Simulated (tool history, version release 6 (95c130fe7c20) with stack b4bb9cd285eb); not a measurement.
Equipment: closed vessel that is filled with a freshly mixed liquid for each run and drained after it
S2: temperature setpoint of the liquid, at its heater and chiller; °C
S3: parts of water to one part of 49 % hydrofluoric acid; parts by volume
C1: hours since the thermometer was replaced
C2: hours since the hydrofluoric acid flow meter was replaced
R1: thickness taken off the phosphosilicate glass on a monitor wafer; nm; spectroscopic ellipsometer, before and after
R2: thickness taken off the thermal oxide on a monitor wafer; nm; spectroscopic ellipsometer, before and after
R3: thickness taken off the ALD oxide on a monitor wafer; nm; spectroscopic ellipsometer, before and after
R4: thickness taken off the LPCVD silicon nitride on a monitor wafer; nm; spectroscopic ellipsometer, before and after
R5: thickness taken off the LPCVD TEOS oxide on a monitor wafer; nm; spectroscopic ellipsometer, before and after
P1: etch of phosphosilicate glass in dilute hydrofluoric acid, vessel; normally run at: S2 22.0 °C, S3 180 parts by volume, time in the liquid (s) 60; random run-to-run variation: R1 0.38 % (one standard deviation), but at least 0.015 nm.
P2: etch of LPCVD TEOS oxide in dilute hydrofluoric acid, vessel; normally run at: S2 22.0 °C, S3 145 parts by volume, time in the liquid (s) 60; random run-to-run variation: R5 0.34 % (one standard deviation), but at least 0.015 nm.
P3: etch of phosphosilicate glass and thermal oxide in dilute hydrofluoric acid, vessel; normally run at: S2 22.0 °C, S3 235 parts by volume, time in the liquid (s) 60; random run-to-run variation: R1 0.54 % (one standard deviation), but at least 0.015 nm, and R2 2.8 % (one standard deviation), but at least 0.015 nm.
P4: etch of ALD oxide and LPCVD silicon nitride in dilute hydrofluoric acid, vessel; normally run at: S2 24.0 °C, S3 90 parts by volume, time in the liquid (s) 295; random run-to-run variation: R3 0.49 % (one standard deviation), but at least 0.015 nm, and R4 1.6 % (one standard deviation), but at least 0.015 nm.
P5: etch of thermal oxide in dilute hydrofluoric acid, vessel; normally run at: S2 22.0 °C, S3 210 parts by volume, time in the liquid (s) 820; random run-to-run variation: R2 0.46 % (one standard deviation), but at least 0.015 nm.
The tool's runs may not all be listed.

{"run": 1, "hour": 11.5, "process that ran": "P1", "S2": 22.0, "S3": 180, "time in the liquid (s)": 60, "C1": 1475.9, "C2": 303.4, "R1": 55.549}
{"run": 2, "hour": 21.2, "process that ran": "P1", "S2": 22.0, "S3": 65, "time in the liquid (s)": 100, "C1": 1485.6, "C2": 313.1, "R1": 291.45}
{"run": 3, "hour": 32.1, "process that ran": "P1", "S2": 22.0, "S3": 180, "time in the liquid (s)": 115, "C1": 1496.5, "C2": 324.0, "R1": 106.4}
{"run": 4, "hour": 40.6, "process that ran": "P5", "S2": 22.0, "S3": 315, "time in the liquid (s)": 820, "C1": 1505.0, "C2": 332.5, "R2": 9.0499}
{"run": 5, "hour": 46.0, "process that ran": "P4", "S2": 24.0, "S3": 90, "time in the liquid (s)": 295, "C1": 1510.4, "C2": 337.9, "R3": 51.826, "R4": 1.7557}
{"run": 6, "hour": 55.5, "process that ran": "P2", "S2": 30.5, "S3": 145, "time in the liquid (s)": 60, "C1": 1519.9, "C2": 347.4, "R5": 9.7643}
{"run": 7, "hour": 66.5, "process that ran": "P1", "S2": 22.0, "S3": 180, "time in the liquid (s)": 60, "C1": 1530.9, "C2": 358.4, "R1": 55.481}
{"run": 8, "hour": 75.2, "process that ran": "P1", "S2": 17.0, "S3": 180, "time in the liquid (s)": 60, "C1": 1539.6, "C2": 367.1, "R1": 45.48}
{"run": 9, "hour": 83.9, "process that ran": "P2", "S2": 22.0, "S3": 145, "time in the liquid (s)": 30, "C1": 1548.3, "C2": 375.8, "R5": 3.5416}
{"run": 10, "hour": 95.5, "process that ran": "P2", "S2": 22.0, "S3": 145, "time in the liquid (s)": 60, "C1": 1559.9, "C2": 387.4, "R5": 7.1332}
{"run": 11, "hour": 105.3, "process that ran": "P3", "S2": 22.0, "S3": 235, "time in the liquid (s)": 90, "C1": 1569.7, "C2": 397.2, "R1": 52.508, "R2": 1.4381}
{"run": 12, "hour": 114.1, "process that ran": "P5", "S2": 22.0, "S3": 210, "time in the liquid (s)": 395, "C1": 1578.5, "C2": 406.0, "R2": 7.2248}
{"run": 13, "hour": 121.5, "process that ran": "P4", "S2": 30.0, "S3": 90, "time in the liquid (s)": 295, "C1": 1585.9, "C2": 413.4, "R3": 65.725, "R4": 2.5968}
{"run": 14, "hour": 129.8, "process that ran": "P1", "S2": 22.0, "S3": 80, "time in the liquid (s)": 60, "C1": 1594.2, "C2": 421.7, "R1": 139.49}
{"run": 15, "hour": 141.2, "process that ran": "P5", "S2": 22.0, "S3": 210, "time in the liquid (s)": 820, "C1": 1605.6, "C2": 433.1, "R2": 15.012}
{"run": 16, "hour": 151.8, "process that ran": "P3", "S2": 22.0, "S3": 235, "time in the liquid (s)": 60, "C1": 1616.2, "C2": 443.7, "R1": 35.341, "R2": 1.0352}
{"run": 17, "hour": 163.7, "process that ran": "P1", "S2": 25.5, "S3": 180, "time in the liquid (s)": 60, "C1": 1628.1, "C2": 455.6, "R1": 63.421}
{"run": 18, "hour": 174.1, "process that ran": "P1", "S2": 22.0, "S3": 180, "time in the liquid (s)": 60, "C1": 1638.5, "C2": 466.0, "R1": 55.267}
{"run": 19, "hour": 181.1, "process that ran": "P3", "S2": 22.0, "S3": 235, "time in the liquid (s)": 60, "C1": 1645.5, "C2": 473.0, "R1": 35.015, "R2": 1.0108}
{"run": 20, "hour": 187.4, "process that ran": "P1", "S2": 22.0, "S3": 315, "time in the liquid (s)": 60, "C1": 1651.8, "C2": 479.3, "R1": 27.873}
{"run": 21, "hour": 194.8, "process that ran": "P5", "S2": 28.5, "S3": 210, "time in the liquid (s)": 820, "C1": 1659.2, "C2": 486.7, "R2": 18.909}
{"run": 22, "hour": 200.6, "process that ran": "P3", "S2": 22.0, "S3": 390, "time in the liquid (s)": 60, "C1": 1665.0, "C2": 492.5, "R1": 18.272, "R2": 0.54565}
{"run": 23, "hour": 206.0, "process that ran": "P4", "S2": 24.0, "S3": 130, "time in the liquid (s)": 295, "C1": 1670.4, "C2": 497.9, "R3": 34.424, "R4": 1.1943}
{"run": 24, "hour": 211.6, "process that ran": "P2", "S2": 22.0, "S3": 255, "time in the liquid (s)": 60, "C1": 1676.0, "C2": 503.5, "R5": 3.6193}
{"run": 25, "hour": 218.8, "process that ran": "P1", "S2": 22.0, "S3": 180, "time in the liquid (s)": 30, "C1": 1683.2, "C2": 510.7, "R1": 27.674}
{"run": 26, "hour": 228.3, "process that ran": "P5", "S2": 22.0, "S3": 210, "time in the liquid (s)": 820, "C1": 1692.7, "C2": 520.2, "R2": 15.128}
{"run": 27, "hour": 238.8, "process that ran": "P1", "S2": 22.0, "S3": 180, "time in the liquid (s)": 60, "C1": 1703.2, "C2": 530.7, "R1": 55.311}
{"run": 28, "hour": 244.4, "process that ran": "P2", "S2": 22.0, "S3": 145, "time in the liquid (s)": 60, "C1": 1708.8, "C2": 536.3, "R5": 7.1741}
{"run": 29, "hour": 250.6, "process that ran": "P1", "S2": 22.0, "S3": 180, "time in the liquid (s)": 60, "C1": 1715.0, "C2": 542.5, "R1": 55.224}
{"run": 30, "hour": 261.6, "process that ran": "P3", "S2": 29.0, "S3": 235, "time in the liquid (s)": 60, "C1": 1726.0, "C2": 553.5, "R1": 45.331, "R2": 1.3142}
{"run": 31, "hour": 273.6, "process that ran": "P4", "S2": 24.0, "S3": 90, "time in the liquid (s)": 100, "C1": 1738.0, "C2": 565.5, "R3": 17.876, "R4": 0.61458}
{"run": 32, "hour": 279.6, "process that ran": "P1", "S2": 22.0, "S3": 180, "time in the liquid (s)": 60, "C1": 1744.0, "C2": 571.5, "R1": 55.652}
{"run": 33, "hour": 289.6, "process that ran": "P1", "S2": 22.0, "S3": 180, "time in the liquid (s)": 60, "C1": 1754.0, "C2": 581.5, "R1": 56.829}
{"run": 34, "hour": 295.1, "process that ran": "P1", "S2": 22.0, "S3": 180, "time in the liquid (s)": 60, "C1": 1759.5, "C2": 587.0, "R1": 57.392}
{"run": 35, "hour": 303.0, "process that ran": "P1", "S2": 22.0, "S3": 180, "time in the liquid (s)": 60, "C1": 1767.4, "C2": 594.9, "R1": 58.051}
{"run": 36, "hour": 310.3, "process that ran": "P1", "S2": 22.0, "S3": 180, "time in the liquid (s)": 60, "C1": 1774.7, "C2": 602.2, "R1": 58.301}
{"run": 37, "hour": 317.3, "process that ran": "P1", "S2": 22.0, "S3": 180, "time in the liquid (s)": 60, "C1": 1781.7, "C2": 609.2, "R1": 58.262}
{"run": 38, "hour": 328.1, "process that ran": "P1", "S2": 22.0, "S3": 180, "time in the liquid (s)": 60, "C1": 1792.5, "C2": 620.0, "R1": 58.799}
{"run": 39, "hour": 337.1, "process that ran": "P1", "S2": 22.0, "S3": 180, "time in the liquid (s)": 60, "C1": 1801.5, "C2": 629.0, "R1": 59.547}
{"run": 40, "hour": 344.0, "process that ran": "P1", "S2": 22.0, "S3": 180, "time in the liquid (s)": 60, "C1": 1808.4, "C2": 635.9, "R1": 59.033}
{"run": 41, "hour": 354.8, "process that ran": "P1", "S2": 22.0, "S3": 180, "time in the liquid (s)": 60, "C1": 1819.2, "C2": 646.7, "R1": 59.134}
{"run": 42, "hour": 366.4, "process that ran": "P1", "S2": 22.0, "S3": 180, "time in the liquid (s)": 60, "C1": 1830.8, "C2": 658.3, "R1": 59.362}
{"run": 43, "hour": 377.5, "process that ran": "P1", "S2": 22.0, "S3": 180, "time in the liquid (s)": 60, "C1": 1841.9, "C2": 669.4, "R1": 59.547}

P1 no longer gives what it gave before; its output has crept away from where it was. The following 2 causes, each at its listed size, fit the log equally well:
A: liquid hotter than its thermometer reads (K) = 1.82
B: hydrofluoric acid flow above the setpoint (%) = 5.97
The creep began at about hour 279.6.

Below are 4 check runs, each averaged over 5 wafers, with their results shown as question marks. Which of them would give clearly different results depending on which cause is behind the drift?
{"run": "check 1", "hour": 388.6, "process that ran": "P4", "S2": 24.0, "S3": 90, "time in the liquid (s)": 295, "R3": "?", "R4": "?"}
{"run": "check 2", "hour": 388.6, "process that ran": "P3", "S2": 22.0, "S3": 235, "time in the liquid (s)": 60, "R1": "?", "R2": "?"}
{"run": "check 3", "hour": 388.6, "process that ran": "P2", "S2": 22.0, "S3": 145, "time in the liquid (s)": 60, "R5": "?"}
{"run": "check 4", "hour": 388.6, "process that ran": "P5", "S2": 22.0, "S3": 210, "time in the liquid (s)": 820, "R2": "?"}

If the cause were each of the candidates in turn, the checks would give the following:
check=check_1 result=R3 if_A=56.263 if_B=55.831
check=check_1 result=R4 if_A=1.99280 if_B=1.87220
check=check_2 result=R1 if_A=37.543 if_B=37.715
check=check_2 result=R2 if_A=1.06080 if_B=1.06560
check=check_3 result=R5 if_A=7.6367 if_B=7.6095
check=check_4 result=R2 if_A=16.09200 if_B=16.13100
Per-check spread between the two closest causes, in the result where they differ most: check 1 6.24 %; check 2 0.46 %; check 3 0.36 %; check 4 0.24 %
Check 1 is the one run that separates the causes; every other check would come out nearly the same whichever cause is at work.

Check 1 has now been run. It gave: R3 55.925 nm; R4 1.87120 nm. Which of the candidate causes is it?

B is the cause: hydrofluoric acid flow above the setpoint (%).

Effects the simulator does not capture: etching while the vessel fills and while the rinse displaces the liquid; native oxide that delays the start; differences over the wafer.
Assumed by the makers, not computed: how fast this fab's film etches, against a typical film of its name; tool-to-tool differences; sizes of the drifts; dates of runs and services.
